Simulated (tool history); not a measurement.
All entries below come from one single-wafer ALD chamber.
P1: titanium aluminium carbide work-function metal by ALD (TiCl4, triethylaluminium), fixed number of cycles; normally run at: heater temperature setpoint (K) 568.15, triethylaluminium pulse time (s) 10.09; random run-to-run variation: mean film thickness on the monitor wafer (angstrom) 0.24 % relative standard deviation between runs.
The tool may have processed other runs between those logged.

run	hour	heater temperature setpoint (K)	triethylaluminium pulse time (s)	hours since the last thermocouple change	hours since the last triethylaluminium bottle change	mean film thickness on the monitor wafer (angstrom)
1	10.9	568.15	10.09	602.6	1147.3	20.023
2	19.6	568.15	4.16	611.3	1156	15.752
3	29.9	568.15	10.09	621.6	1166.3	19.996
4	47	590.15	5.22	638.7	1183.4	18.944
5	62.3	568.15	14.67	654	1198.7	20.519
6	77.6	568.15	10.09	669.3	1214	20.069
7	94	568.15	10.09	685.7	1230.4	19.998
8	105.3	551.15	10.09	697	1241.7	18.511
9	114.5	589.15	10.09	706.2	1250.9	21.89
10	125.2	568.15	10.09	716.9	1261.6	20.085
11	140.2	568.15	10.09	731.9	1276.6	20.05
12	149	568.15	10.09	740.7	1285.4	19.869
13	161.3	568.15	10.09	753	1297.7	19.609
14	179.3	568.15	10.09	771	1315.7	19.698
15	196.9	568.15	10.09	788.6	1333.3	19.618
16	205.7	568.15	10.09	797.4	1342.1	19.575
17	214.2	568.15	10.09	805.9	1350.6	19.559
18	230.3	568.15	10.09	822	1366.7	19.508

Compared with where it was, what P1 gives has crept away. Each cause listed below fits the log as well as the rest, at the size given for it:
A: wafer temperature below the value expected at the setpoint (K) = 5.34
B: triethylaluminium dose below that of a fresh bottle (%) = 15.9
At approximately hour 140.2, the process output began to creep.

Each of the 4 check runs below uses one wafer; its results are left as question marks. Which run tells the causes apart?
check 1	246.4	578.15	10.09			?
check 2	246.4	568.15	4.81			?
check 3	246.4	554.15	10.09			?
check 4	246.4	581.15	10.09			?

What each check would give under each cause:
check	result	if A	if B
check 1	mean film thickness on the monitor wafer (angstrom)	20.423	20.407
check 2	mean film thickness on the monitor wafer (angstrom)	16.321	15.529
check 3	mean film thickness on the monitor wafer (angstrom)	18.314	18.338
check 4	mean film thickness on the monitor wafer (angstrom)	20.69	20.669
Gap, in per cent, between the two causes that each check separates least, read from the result that separates them most: check 1 0.08 %; check 2 4.98 %; check 3 0.13 %; check 4 0.1 %
The causes can be told apart only by check 2. The other checks would give nearly the same results under each of them.

With check 2 done, the readings were: mean film thickness on the monitor wafer (angstrom) 16.298. Identify which of the listed causes applies.

A is the cause: wafer temperature below the value expected at the setpoint (K).

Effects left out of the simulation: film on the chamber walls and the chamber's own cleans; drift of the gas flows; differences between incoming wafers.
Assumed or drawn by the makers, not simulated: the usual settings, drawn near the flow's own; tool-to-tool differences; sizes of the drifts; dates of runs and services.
